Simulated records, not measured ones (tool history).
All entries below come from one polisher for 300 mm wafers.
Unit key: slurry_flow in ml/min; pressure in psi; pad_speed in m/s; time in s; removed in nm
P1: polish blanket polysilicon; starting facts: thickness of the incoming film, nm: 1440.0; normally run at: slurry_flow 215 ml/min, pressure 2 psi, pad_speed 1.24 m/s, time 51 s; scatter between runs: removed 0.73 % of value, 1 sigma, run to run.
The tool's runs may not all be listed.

run	day	slurry_flow	pressure	pad_speed	time	removed
1	0.329	215	2	1.24	51	351.88
2	0.688	215	2	0.62	51	175.1
3	1.096	215	3	1.24	51	527.69
4	1.475	315	2	1.24	51	367.69
5	1.925	215	1.2	0.7	51	119.13
6	2.208	215	2	1.24	76	523.72
7	2.762	130	2	1.24	51	325.77
8	3.075	215	2	1.96	51	558.05
9	3.525	215	2	1.24	51	351.34
10	3.858	215	2	1.24	51	347.53
11	4.429	215	2	1.24	23	157.7
12	4.912	215	2	1.24	51	353.06
13	5.371	215	1	1.24	51	174.23
14	5.954	215	2	1.24	51	355.2
15	6.429	215	2	1.24	51	341.96
16	6.996	215	2	1.24	51	337.5
# day 7.117: head pressure recalibrated
17	7.283	215	2	1.24	51	334.28
18	7.667	215	2	1.24	51	327.49
19	8.058	215	2	1.24	51	326.95
20	8.467	215	2	1.24	51	330.22
21	8.929	215	2	1.24	51	326.65

P1 has crept away from where it was. The log is fitted equally well by each of these 2 causes, at the sizes shown:
A: slurry flow missing at the pad, % = 35.5
B: removal rate lost through wear of the pad, % = 6.41
The process output started creeping at around day 5.954.
The rest of the possible causes, and what rules out each one:
head's pressure below its setpoint, %: work on it at day 7.117, done after the drift set in, did not restore what the process gave before

The 4 check runs listed below each average the results of 2 wafers, and their outcomes are marked with question marks. Under which run would the listed causes produce clearly different results?
check 1	9.392	215	2	1.94	75	?
check 2	9.392	215	2	1.24	39	?
check 3	9.392	130	2	0.82	51	?
check 4	9.392	215	2	0.8	29	?

Outcome of each check run for each possible cause:
check	result	if A	if B
check 1	removed	755.85	755.85
check 2	removed	251.22	251.22
check 3	removed	193.27	200.85
check 4	removed	120.52	120.52
Minimum pairwise separation of causes per check, each pair taken at its best-separating result: check 1 0 %; check 2 0 %; check 3 3.85 %; check 4 0 %
The other checks would show nearly matching results whichever cause is true, so check 3 is the only one that separates the causes.

After running check 3, the following was obtained: removed 194.94 nm. Which cause does this point to?

The correct cause is A, namely: slurry flow missing at the pad, %.

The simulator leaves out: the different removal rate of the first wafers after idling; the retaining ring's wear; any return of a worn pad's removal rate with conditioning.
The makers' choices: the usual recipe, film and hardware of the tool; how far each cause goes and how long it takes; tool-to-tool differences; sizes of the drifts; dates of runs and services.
